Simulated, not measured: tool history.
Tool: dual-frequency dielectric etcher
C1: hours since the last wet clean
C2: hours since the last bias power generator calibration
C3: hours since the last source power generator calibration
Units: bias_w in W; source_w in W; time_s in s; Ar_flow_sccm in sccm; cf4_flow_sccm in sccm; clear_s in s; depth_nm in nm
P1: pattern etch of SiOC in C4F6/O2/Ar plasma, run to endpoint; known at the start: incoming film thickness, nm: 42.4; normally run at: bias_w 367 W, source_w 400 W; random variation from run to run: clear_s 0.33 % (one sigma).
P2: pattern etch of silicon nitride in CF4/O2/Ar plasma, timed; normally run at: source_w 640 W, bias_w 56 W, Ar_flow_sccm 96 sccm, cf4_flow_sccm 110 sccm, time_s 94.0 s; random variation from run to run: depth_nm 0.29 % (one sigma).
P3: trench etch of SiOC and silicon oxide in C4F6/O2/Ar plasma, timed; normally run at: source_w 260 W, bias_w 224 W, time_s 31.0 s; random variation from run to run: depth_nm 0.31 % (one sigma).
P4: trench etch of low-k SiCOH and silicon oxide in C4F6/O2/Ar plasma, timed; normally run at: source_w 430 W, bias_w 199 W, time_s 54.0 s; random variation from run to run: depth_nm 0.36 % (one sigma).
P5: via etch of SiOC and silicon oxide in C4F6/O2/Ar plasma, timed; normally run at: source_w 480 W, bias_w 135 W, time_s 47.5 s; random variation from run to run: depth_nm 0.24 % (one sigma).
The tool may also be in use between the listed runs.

run 1 hour=9.7 | process=P1 bias_w=367 source_w=400 | C1=347.7 C2=2418.2 C3=2174.4 | clear_s=16.193
run 2 hour=18.3 | process=P4 bias_w=199 source_w=250 time_s=54.0 | C1=356.3 C2=2426.8 C3=2183.0 | depth_nm=151.380
run 3 hour=27.8 | process=P4 bias_w=262 source_w=430 time_s=54.0 | C1=365.8 C2=2436.3 C3=2192.5 | depth_nm=207.110
run 4 hour=39.2 | process=P1 bias_w=230 source_w=400 | C1=377.2 C2=2447.7 C3=2203.9 | clear_s=19.122
run 5 hour=50.2 | process=P2 bias_w=56 source_w=640 time_s=55.5 Ar_flow_sccm=96 cf4_flow_sccm=110 | C1=388.2 C2=2458.7 C3=2214.9 | depth_nm=137.090
run 6 hour=57.4 | process=P2 bias_w=56 source_w=640 time_s=94.0 Ar_flow_sccm=96 cf4_flow_sccm=150 | C1=395.4 C2=2465.9 C3=2222.1 | depth_nm=239.760
run 7 hour=63.2 | process=P2 bias_w=75 source_w=640 time_s=94.0 Ar_flow_sccm=96 cf4_flow_sccm=110 | C1=401.2 C2=2471.7 C3=2227.9 | depth_nm=259.270
run 8 hour=70.2 | process=P5 bias_w=135 source_w=480 time_s=47.5 | C1=408.2 C2=2478.7 C3=2234.9 | depth_nm=54.469
run 9 hour=81.6 | process=P1 bias_w=367 source_w=400 | C1=419.6 C2=2490.1 C3=2246.3 | clear_s=16.312
run 10 hour=87.3 | process=P5 bias_w=135 source_w=480 time_s=27.5 | C1=425.3 C2=2495.8 C3=2252.0 | depth_nm=31.610
run 11 hour=97.4 | process=P1 bias_w=277 source_w=330 | C1=435.4 C2=2505.9 C3=2262.1 | clear_s=19.306
run 12 hour=107.6 | process=P2 bias_w=56 source_w=450 time_s=94.0 Ar_flow_sccm=96 cf4_flow_sccm=110 | C1=445.6 C2=2516.1 C3=2272.3 | depth_nm=170.330
run 13 hour=119.2 | process=P2 bias_w=56 source_w=640 time_s=94.0 Ar_flow_sccm=96 cf4_flow_sccm=110 | C1=457.2 C2=2527.7 C3=2283.9 | depth_nm=231.810
run 14 hour=127.5 | process=P1 bias_w=367 source_w=400 | C1=465.5 C2=2536.0 C3=2292.2 | clear_s=16.256
run 15 hour=136.2 | process=P5 bias_w=160 source_w=480 time_s=47.5 | C1=474.2 C2=2544.7 C3=2300.9 | depth_nm=57.137
run 16 hour=142.1 | process=P4 bias_w=199 source_w=430 time_s=54.0 | C1=480.1 C2=2550.6 C3=2306.8 | depth_nm=188.620
run 17 hour=152.6 | process=P1 bias_w=367 source_w=400 | C1=490.6 C2=2561.1 C3=2317.3 | clear_s=16.369
run 18 hour=160.6 | process=P1 bias_w=367 source_w=260 | C1=498.6 C2=2569.1 C3=2325.3 | clear_s=19.106
run 19 hour=168.4 | process=P1 bias_w=512 source_w=400 | C1=506.4 C2=2576.9 C3=2333.1 | clear_s=14.386
run 20 hour=175.4 | process=P1 bias_w=231 source_w=330 | C1=513.4 C2=2583.9 C3=2340.1 | clear_s=20.381
run 21 hour=185.3 | process=P2 bias_w=56 source_w=640 time_s=94.0 Ar_flow_sccm=130 cf4_flow_sccm=110 | C1=523.3 C2=2593.8 C3=2350.0 | depth_nm=222.770
run 22 hour=190.5 | process=P5 bias_w=135 source_w=600 time_s=47.5 | C1=528.5 C2=2599.0 C3=2355.2 | depth_nm=59.302
run 23 hour=200.7 | process=P3 bias_w=224 source_w=200 time_s=31.0 | C1=538.7 C2=2609.2 C3=2365.4 | depth_nm=50.712
run 24 hour=210.2 | process=P5 bias_w=135 source_w=480 time_s=47.5 | C1=548.2 C2=2618.7 C3=2374.9 | depth_nm=54.242
run 25 hour=221.6 | process=P4 bias_w=199 source_w=430 time_s=54.0 | C1=559.6 C2=2630.1 C3=2386.3 | depth_nm=187.860
run 26 hour=229.5 | process=P3 bias_w=224 source_w=260 time_s=20.0 | C1=567.5 C2=2638.0 C3=2394.2 | depth_nm=35.780
run 27 hour=234.9 | process=P1 bias_w=367 source_w=400 | C1=572.9 C2=2643.4 C3=2399.6 | clear_s=16.272
-- hour=239.2 wet clean of the chamber
run 28 hour=244.9 | process=P3 bias_w=176 source_w=260 time_s=31.0 | C1=5.7 C2=2653.4 C3=2409.6 | depth_nm=51.140
run 29 hour=251.3 | process=P3 bias_w=224 source_w=260 time_s=31.0 | C1=12.1 C2=2659.8 C3=2416.0 | depth_nm=55.463
run 30 hour=256.6 | process=P3 bias_w=224 source_w=260 time_s=31.0 | C1=17.4 C2=2665.1 C3=2421.3 | depth_nm=55.436
run 31 hour=267.4 | process=P1 bias_w=367 source_w=490 | C1=28.2 C2=2675.9 C3=2432.1 | clear_s=15.000
run 32 hour=275.1 | process=P4 bias_w=199 source_w=430 time_s=38.5 | C1=35.9 C2=2683.6 C3=2439.8 | depth_nm=134.110
run 33 hour=285.3 | process=P1 bias_w=367 source_w=400 | C1=46.1 C2=2693.8 C3=2450.0 | clear_s=16.208
run 34 hour=293.2 | process=P1 bias_w=367 source_w=400 | C1=54.0 C2=2701.7 C3=2457.9 | clear_s=16.387
run 35 hour=301.2 | process=P1 bias_w=367 source_w=400 | C1=62.0 C2=2709.7 C3=2465.9 | clear_s=16.409
-- hour=304.7 wet clean of the chamber
run 36 hour=311.6 | process=P1 bias_w=367 source_w=400 | C1=6.9 C2=2720.1 C3=2476.3 | clear_s=16.505
run 37 hour=320.0 | process=P1 bias_w=367 source_w=400 | C1=15.3 C2=2728.5 C3=2484.7 | clear_s=16.517
run 38 hour=330.5 | process=P1 bias_w=367 source_w=400 | C1=25.8 C2=2739.0 C3=2495.2 | clear_s=16.519
run 39 hour=336.0 | process=P1 bias_w=367 source_w=400 | C1=31.3 C2=2744.5 C3=2500.7 | clear_s=16.595

What P1 gives has crept away from where it was. These 2 causes fit the log equally well, each at the size given:
A: source power that arrives under what is set, % = 4.63
B: bias power that arrives under what is set, % = 4.88
The creep began at about hour 285.3.
Why every other cause is out:
chamber walls in a state that lowers the etch rate, %: serviced at hour 304.7, which brought nothing back

4 check runs are offered, one wafer each, their results left as question marks. Which one tells the causes apart?
run check 1 hour=341.5 | process=P5 bias_w=135 source_w=480 time_s=47.5 | depth_nm=?
run check 2 hour=341.5 | process=P2 bias_w=56 source_w=640 time_s=94.0 Ar_flow_sccm=96 cf4_flow_sccm=110 | depth_nm=?
run check 3 hour=341.5 | process=P4 bias_w=199 source_w=430 time_s=54.0 | depth_nm=?
run check 4 hour=341.5 | process=P3 bias_w=224 source_w=260 time_s=31.0 | depth_nm=?

What each check would give under each cause:
check=check_1 result=depth_nm if_A=53.315 if_B=53.527
check=check_2 result=depth_nm if_A=222.120 if_B=227.270
check=check_3 result=depth_nm if_A=184.920 if_B=185.360
check=check_4 result=depth_nm if_A=54.564 if_B=54.623
How far apart the two closest causes lie, in the result that separates them most: check 1 0.4 %; check 2 2.29 %; check 3 0.24 %; check 4 0.11 %
Check 2 tells the causes apart: in the others they would give nearly the same result.

Then check 2 was run and gave: depth_nm 227.080 nm. Which cause is it?

It is B: bias power that arrives under what is set, %.
